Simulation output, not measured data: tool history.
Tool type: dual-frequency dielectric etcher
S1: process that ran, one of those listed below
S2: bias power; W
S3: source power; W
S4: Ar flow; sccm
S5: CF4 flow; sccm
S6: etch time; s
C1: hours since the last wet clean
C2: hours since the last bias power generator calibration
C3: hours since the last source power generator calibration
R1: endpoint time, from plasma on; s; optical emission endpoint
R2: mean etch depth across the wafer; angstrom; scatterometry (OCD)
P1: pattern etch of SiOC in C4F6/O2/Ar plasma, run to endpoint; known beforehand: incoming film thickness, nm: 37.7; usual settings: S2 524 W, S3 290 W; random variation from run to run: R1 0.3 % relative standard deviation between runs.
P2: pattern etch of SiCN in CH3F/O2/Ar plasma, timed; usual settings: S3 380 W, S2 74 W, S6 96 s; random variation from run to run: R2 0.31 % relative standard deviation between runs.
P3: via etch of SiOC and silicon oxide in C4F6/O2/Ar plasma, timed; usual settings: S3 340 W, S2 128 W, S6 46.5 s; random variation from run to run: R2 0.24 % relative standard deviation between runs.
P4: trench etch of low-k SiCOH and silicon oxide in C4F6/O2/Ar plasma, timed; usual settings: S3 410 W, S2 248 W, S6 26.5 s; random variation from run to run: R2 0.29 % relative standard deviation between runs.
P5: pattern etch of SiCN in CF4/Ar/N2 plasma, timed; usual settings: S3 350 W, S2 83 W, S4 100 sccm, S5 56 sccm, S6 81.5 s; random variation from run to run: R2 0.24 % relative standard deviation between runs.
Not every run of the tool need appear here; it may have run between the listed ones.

| run | day | S1 | S2 | S3 | S4 | S5 | S6 | C1 | C2 | C3 | R1 | R2 |
|---|---|---|---|---|---|---|---|---|---|---|---|---|
| 1 | 0.729 | P1 | 524 | 290 |  |  |  | 88.6 | 1096.4 | 599.8 | 14.089 |  |
| 2 | 1.158 | P1 | 524 | 370 |  |  |  | 98.9 | 1106.7 | 610.1 | 12.904 |  |
| 3 | 1.762 | P1 | 524 | 290 |  |  |  | 113.4 | 1121.2 | 624.6 | 14.183 |  |
| 4 | 2.425 | P1 | 373 | 290 |  |  |  | 129.3 | 1137.1 | 640.5 | 16.051 |  |
| 5 | 2.829 | P5 | 83 | 350 | 139 | 56 | 81.5 | 139 | 1146.8 | 650.2 |  | 566.08 |
| 6 | 3.592 | P1 | 524 | 190 |  |  |  | 157.3 | 1165.1 | 668.5 | 16.466 |  |
| 7 | 4.117 | P4 | 248 | 410 |  |  | 17.5 | 169.9 | 1177.7 | 681.1 |  | 615.98 |
| 8 | 4.496 | P3 | 128 | 340 |  |  | 29 | 179 | 1186.8 | 690.2 |  | 274.26 |
| 9 | 5.012 | P1 | 668 | 290 |  |  |  | 191.4 | 1199.2 | 702.6 | 12.836 |  |
| 10 | 5.421 | P2 | 45 | 380 |  |  | 96 | 201.2 | 1209 | 712.4 |  | 294.04 |
| 11 | 6.108 | P2 | 74 | 520 |  |  | 96 | 217.7 | 1225.5 | 728.9 |  | 394.08 |
| 12 | 6.617 | P3 | 81 | 340 |  |  | 46.5 | 229.9 | 1237.7 | 741.1 |  | 386.38 |
| 13 | 7.321 | P3 | 128 | 430 |  |  | 46.5 | 246.8 | 1254.6 | 758 |  | 479.15 |
| 14 | 8.012 | P4 | 248 | 290 |  |  | 26.5 | 263.4 | 1271.2 | 774.6 |  | 817.11 |
| 15 | 8.517 | P1 | 524 | 290 |  |  |  | 275.5 | 1283.3 | 786.7 | 14.227 |  |
| 16 | 8.858 | P4 | 248 | 410 |  |  | 26.5 | 283.7 | 1291.5 | 794.9 |  | 932.37 |
| 17 | 9.479 | P1 | 320 | 390 |  |  |  | 298.6 | 1306.4 | 809.8 | 15.129 |  |
| 18 | 10.188 | P5 | 83 | 350 | 100 | 56 | 45 | 315.6 | 1323.4 | 826.8 |  | 327.54 |
| 19 | 10.833 | P5 | 110 | 350 | 100 | 56 | 81.5 | 331.1 | 1338.9 | 842.3 |  | 660.42 |
| 20 | 11.525 | P2 | 74 | 380 |  |  | 68 | 347.7 | 1355.5 | 858.9 |  | 246.12 |
|  | 11.533 | bias power generator calibrated |
| 21 | 12.162 | P2 | 74 | 380 |  |  | 96 | 363 | 15.2 | 874.2 |  | 349.55 |
| 22 | 12.817 | P3 | 128 | 340 |  |  | 46.5 | 378.7 | 30.9 | 889.9 |  | 439.06 |
| 23 | 13.317 | P1 | 524 | 290 |  |  |  | 390.7 | 42.9 | 901.9 | 14.116 |  |
| 24 | 14.092 | P5 | 83 | 350 | 100 | 56 | 81.5 | 409.3 | 61.5 | 920.5 |  | 593.62 |
| 25 | 14.829 | P1 | 524 | 290 |  |  |  | 427 | 79.2 | 938.2 | 14.179 |  |
| 26 | 15.242 | P5 | 83 | 350 | 100 | 76 | 81.5 | 436.9 | 89.1 | 948.1 |  | 618.53 |
| 27 | 15.946 | P4 | 167 | 410 |  |  | 26.5 | 453.8 | 106 | 965 |  | 820.75 |
| 28 | 16.688 | P5 | 83 | 220 | 100 | 56 | 81.5 | 471.6 | 123.8 | 982.8 |  | 395.99 |
| 29 | 17.112 | P4 | 248 | 410 |  |  | 26.5 | 481.8 | 134 | 993 |  | 939.11 |
| 30 | 17.888 | P1 | 524 | 290 |  |  |  | 500.4 | 152.6 | 1011.6 | 14.046 |  |
| 31 | 18.396 | P1 | 524 | 290 |  |  |  | 512.6 | 164.8 | 1023.8 | 14.18 |  |
| 32 | 18.921 | P1 | 524 | 290 |  |  |  | 525.2 | 177.4 | 1036.4 | 14.247 |  |
| 33 | 19.617 | P1 | 524 | 290 |  |  |  | 541.9 | 194.1 | 1053.1 | 14.349 |  |
|  | 20.017 | wet clean of the chamber |
| 34 | 20.162 | P1 | 524 | 290 |  |  |  | 3.6 | 207.2 | 1066.2 | 14.336 |  |
| 35 | 20.633 | P1 | 524 | 290 |  |  |  | 14.9 | 218.5 | 1077.5 | 14.368 |  |
| 36 | 21.358 | P1 | 524 | 290 |  |  |  | 32.3 | 235.9 | 1094.9 | 14.373 |  |
| 37 | 21.871 | P1 | 524 | 290 |  |  |  | 44.6 | 248.2 | 1107.2 | 14.303 |  |
| 38 | 22.238 | P1 | 524 | 290 |  |  |  | 53.4 | 257 | 1116 | 14.32 |  |
| 39 | 22.758 | P1 | 524 | 290 |  |  |  | 65.9 | 269.5 | 1128.5 | 14.361 |  |
| 40 | 23.208 | P1 | 524 | 290 |  |  |  | 76.7 | 280.3 | 1139.3 | 14.25 |  |

Compared with where it was, what P1 gives has crept away. Each cause listed below fits the log as well as the rest, at the size given for it:
A: bias power that arrives under what is set, % = 3.9
B: source power that arrives under what is set, % = 4.05
The creep began at about day 17.888.
The rest of the possible causes, and what rules out each one:
chamber walls in a state that lowers the etch rate, %: maintenance at day 20.017, after the shift began, did not return the process to its former output

Which of the 4 check runs listed below separates the causes, so that each cause would produce a clearly different result? Each run uses one wafer, and its results are marked with question marks.
| check 1 | 23.658 | P3 | 128 | 340 |  |  | 29.5 |  |  |  |  | ? |
| check 2 | 23.658 | P5 | 83 | 260 | 100 | 56 | 54 |  |  |  |  | ? |
| check 3 | 23.658 | P4 | 190 | 300 |  |  | 26.5 |  |  |  |  | ? |
| check 4 | 23.658 | P2 | 55 | 380 |  |  | 96 |  |  |  |  | ? |

What every check run would give for each of its results, assuming each possible cause in turn:
| check | result | if A | if B |
|---|---|---|---|
| check 1 | R2 | 275.1 | 273.92 |
| check 2 | R2 | 299.15 | 293.01 |
| check 3 | R2 | 748.99 | 746.73 |
| check 4 | R2 | 311.42 | 310.61 |
Per check, the gap between the least separated pair of causes, taken in the result that splits them most: check 1 0.43 %; check 2 2.07 %; check 3 0.3 %; check 4 0.26 %
Only in check 2 would the causes give clearly different results; in the remaining checks their results would be nearly the same.

Check 2 was then run and gave: R2 291.73 angstrom. Which cause is it?

The cause is B: source power that arrives under what is set, %.
